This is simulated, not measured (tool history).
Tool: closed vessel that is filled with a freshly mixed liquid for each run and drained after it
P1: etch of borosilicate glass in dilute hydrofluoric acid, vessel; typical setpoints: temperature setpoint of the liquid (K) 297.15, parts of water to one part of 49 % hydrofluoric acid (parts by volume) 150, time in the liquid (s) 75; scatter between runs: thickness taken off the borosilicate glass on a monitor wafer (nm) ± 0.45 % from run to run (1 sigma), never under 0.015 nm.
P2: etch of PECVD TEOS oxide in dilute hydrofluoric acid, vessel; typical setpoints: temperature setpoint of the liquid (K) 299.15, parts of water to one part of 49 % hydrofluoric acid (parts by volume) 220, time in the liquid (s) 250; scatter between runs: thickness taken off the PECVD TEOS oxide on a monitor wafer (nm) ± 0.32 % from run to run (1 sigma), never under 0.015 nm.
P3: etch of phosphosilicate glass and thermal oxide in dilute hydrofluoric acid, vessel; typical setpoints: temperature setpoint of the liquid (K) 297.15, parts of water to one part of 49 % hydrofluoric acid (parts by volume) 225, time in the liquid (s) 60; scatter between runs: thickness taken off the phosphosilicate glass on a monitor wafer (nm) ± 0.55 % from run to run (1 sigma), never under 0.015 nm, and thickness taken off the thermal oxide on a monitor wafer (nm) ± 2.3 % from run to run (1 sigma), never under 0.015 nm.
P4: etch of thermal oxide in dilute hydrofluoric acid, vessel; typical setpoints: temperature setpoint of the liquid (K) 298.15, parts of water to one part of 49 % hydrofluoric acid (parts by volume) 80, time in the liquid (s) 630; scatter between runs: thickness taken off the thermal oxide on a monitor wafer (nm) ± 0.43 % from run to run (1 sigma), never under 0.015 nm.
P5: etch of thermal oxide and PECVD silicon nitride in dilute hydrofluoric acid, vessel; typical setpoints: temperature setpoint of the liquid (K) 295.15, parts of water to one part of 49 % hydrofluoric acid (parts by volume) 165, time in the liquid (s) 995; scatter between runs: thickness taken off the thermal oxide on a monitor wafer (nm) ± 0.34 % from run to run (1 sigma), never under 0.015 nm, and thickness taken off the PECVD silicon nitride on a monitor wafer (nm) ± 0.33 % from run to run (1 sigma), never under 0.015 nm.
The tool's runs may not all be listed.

| run | hour | process that ran | temperature setpoint of the liquid (K) | parts of water to one part of 49 % hydrofluoric acid (parts by volume) | time in the liquid (s) | hours since the thermometer was replaced | hours since the hydrofluoric acid flow meter was replaced | thickness taken off the borosilicate glass on a monitor wafer (nm) | thickness taken off the thermal oxide on a monitor wafer (nm) | thickness taken off the PECVD silicon nitride on a monitor wafer (nm) | thickness taken off the PECVD TEOS oxide on a monitor wafer (nm) | thickness taken off the phosphosilicate glass on a monitor wafer (nm) |
|---|---|---|---|---|---|---|---|---|---|---|---|---|
| 1 | 3.5 | P1 | 297.15 | 150 | 75 | 1042.7 | 313.1 | 21.2970 |  |  |  |  |
| 2 | 7.8 | P1 | 293.15 | 150 | 30 | 1047.0 | 317.4 | 7.3210 |  |  |  |  |
| 3 | 14.5 | P1 | 297.15 | 150 | 110 | 1053.7 | 324.1 | 31.2530 |  |  |  |  |
| 4 | 18.7 | P5 | 301.15 | 165 | 995 | 1057.9 | 328.3 |  | 32.50200 | 37.493 |  |  |
| 5 | 23.6 | P1 | 303.65 | 150 | 75 | 1062.8 | 333.2 | 27.1380 |  |  |  |  |
| 6 | 26.6 | P4 | 298.15 | 80 | 95 | 1065.8 | 336.2 |  | 6.15310 |  |  |  |
| 7 | 32.3 | P1 | 297.15 | 150 | 30 | 1071.5 | 341.9 | 8.5773 |  |  |  |  |
| 8 | 36.4 | P1 | 290.15 | 150 | 75 | 1075.6 | 346.0 | 16.1720 |  |  |  |  |
| 9 | 40.5 | P4 | 298.15 | 115 | 630 | 1079.7 | 350.1 |  | 27.22300 |  |  |  |
| 10 | 44.5 | P2 | 299.15 | 220 | 110 | 1083.7 | 354.1 |  |  |  | 6.6999 |  |
| 11 | 48.7 | P5 | 295.15 | 35 | 995 | 1087.9 | 358.3 |  | 142.84000 | 115.310 |  |  |
| 12 | 54.6 | P3 | 290.65 | 225 | 60 | 1093.8 | 364.2 |  | 0.85270 |  |  | 18.725 |
| 13 | 60.1 | P5 | 295.15 | 165 | 995 | 1099.3 | 369.7 |  | 25.97400 | 25.435 |  |  |
| 14 | 64.7 | P3 | 297.15 | 225 | 60 | 1103.9 | 374.3 |  | 1.06850 |  |  | 23.679 |
| 15 | 68.0 | P1 | 297.15 | 150 | 75 | 1107.2 | 377.6 | 21.2700 |  |  |  |  |
|  | 73.3 | thermometer replaced |
| 16 | 73.8 | P2 | 299.15 | 60 | 250 | 0.5 | 383.4 |  |  |  | 67.6110 |  |
| 17 | 78.3 | P2 | 299.15 | 220 | 250 | 5.0 | 387.9 |  |  |  | 15.2180 |  |
| 18 | 82.6 | P1 | 297.15 | 150 | 75 | 9.3 | 392.2 | 21.3710 |  |  |  |  |
| 19 | 86.7 | P1 | 297.15 | 150 | 75 | 13.4 | 396.3 | 21.3330 |  |  |  |  |
| 20 | 92.4 | P1 | 297.15 | 210 | 75 | 19.1 | 402.0 | 14.2640 |  |  |  |  |
| 21 | 96.1 | P2 | 299.15 | 220 | 250 | 22.8 | 405.7 |  |  |  | 15.1490 |  |
| 22 | 102.3 | P3 | 297.15 | 225 | 60 | 29.0 | 411.9 |  | 1.10590 |  |  | 23.646 |
| 23 | 106.5 | P1 | 297.15 | 215 | 125 | 33.2 | 416.1 | 23.0760 |  |  |  |  |
| 24 | 112.8 | P1 | 297.15 | 85 | 75 | 39.5 | 422.4 | 40.7170 |  |  |  |  |
|  | 113.8 | hydrofluoric acid flow meter replaced |
| 25 | 117.5 | P3 | 297.15 | 225 | 35 | 44.2 | 3.8 |  | 0.61669 |  |  | 13.826 |
| 26 | 120.9 | P4 | 298.15 | 80 | 630 | 47.6 | 7.2 |  | 40.67500 |  |  |  |
| 27 | 125.0 | P3 | 297.15 | 100 | 60 | 51.7 | 11.3 |  | 2.87980 |  |  | 61.674 |
| 28 | 128.4 | P1 | 297.15 | 150 | 75 | 55.1 | 14.7 | 21.4680 |  |  |  |  |
| 29 | 133.9 | P5 | 295.15 | 165 | 435 | 60.6 | 20.2 |  | 11.33300 | 11.045 |  |  |
| 30 | 137.7 | P4 | 293.15 | 80 | 630 | 64.4 | 24.0 |  | 32.98000 |  |  |  |
| 31 | 143.2 | P2 | 303.65 | 220 | 250 | 69.9 | 29.5 |  |  |  | 17.7850 |  |
| 32 | 148.7 | P5 | 295.15 | 165 | 995 | 75.4 | 35.0 |  | 26.04900 | 25.319 |  |  |
| 33 | 153.5 | P1 | 297.15 | 150 | 75 | 80.2 | 39.8 | 21.6150 |  |  |  |  |
| 34 | 156.7 | P1 | 297.15 | 150 | 75 | 83.4 | 43.0 | 21.9440 |  |  |  |  |
| 35 | 162.8 | P1 | 297.15 | 150 | 75 | 89.5 | 49.1 | 22.4610 |  |  |  |  |
| 36 | 168.9 | P1 | 297.15 | 150 | 75 | 95.6 | 55.2 | 22.5350 |  |  |  |  |
| 37 | 172.1 | P1 | 297.15 | 150 | 75 | 98.8 | 58.4 | 22.6870 |  |  |  |  |
| 38 | 176.5 | P1 | 297.15 | 150 | 75 | 103.2 | 62.8 | 22.6770 |  |  |  |  |
| 39 | 182.0 | P1 | 297.15 | 150 | 75 | 108.7 | 68.3 | 22.7140 |  |  |  |  |
| 40 | 186.8 | P1 | 297.15 | 150 | 75 | 113.5 | 73.1 | 22.7880 |  |  |  |  |

What P1 gives has crept off from where it sat before. The 2 causes that follow fit the log equally well, each at the size noted:
A: hydrofluoric acid flow above the setpoint (%) = 5.32
B: liquid hotter than its thermometer reads (K) = 1.6
Creep in the process output first set in at about hour 153.5.

Each of the 4 check runs below uses one wafer; its results are left as question marks. Which run tells the causes apart?
| check 1 | 191.6 | P2 | 299.15 | 220 | 250 |  |  |  |  |  | ? |  |
| check 2 | 191.6 | P3 | 297.15 | 225 | 60 |  |  |  | ? |  |  | ? |
| check 3 | 191.6 | P4 | 298.15 | 80 | 630 |  |  |  | ? |  |  |  |
| check 4 | 191.6 | P5 | 295.15 | 165 | 995 |  |  |  | ? | ? |  |  |

Check results expected under each cause:
| check | result | if A | if B |
|---|---|---|---|
| check 1 | thickness taken off the PECVD TEOS oxide on a monitor wafer (nm) | 16.1910 | 16.0690 |
| check 2 | thickness taken off the thermal oxide on a monitor wafer (nm) | 1.15560 | 1.14850 |
| check 2 | thickness taken off the phosphosilicate glass on a monitor wafer (nm) | 25.363 | 25.207 |
| check 3 | thickness taken off the thermal oxide on a monitor wafer (nm) | 43.06100 | 43.33200 |
| check 4 | thickness taken off the thermal oxide on a monitor wafer (nm) | 27.57900 | 27.59400 |
| check 4 | thickness taken off the PECVD silicon nitride on a monitor wafer (nm) | 26.698 | 28.147 |
Smallest distance between any two causes, each pair judged by its most separating result, in per cent: check 1 0.76 %; check 2 0.62 %; check 3 0.63 %; check 4 5.29 %
Check 4 is the one run that separates the causes; every other check would come out nearly the same whichever cause is at work.

Check 4 was then run and gave: thickness taken off the thermal oxide on a monitor wafer (nm) 27.64700; thickness taken off the PECVD silicon nitride on a monitor wafer (nm) 26.725. Which cause is it?

Of the candidate causes, it is A: hydrofluoric acid flow above the setpoint (%).
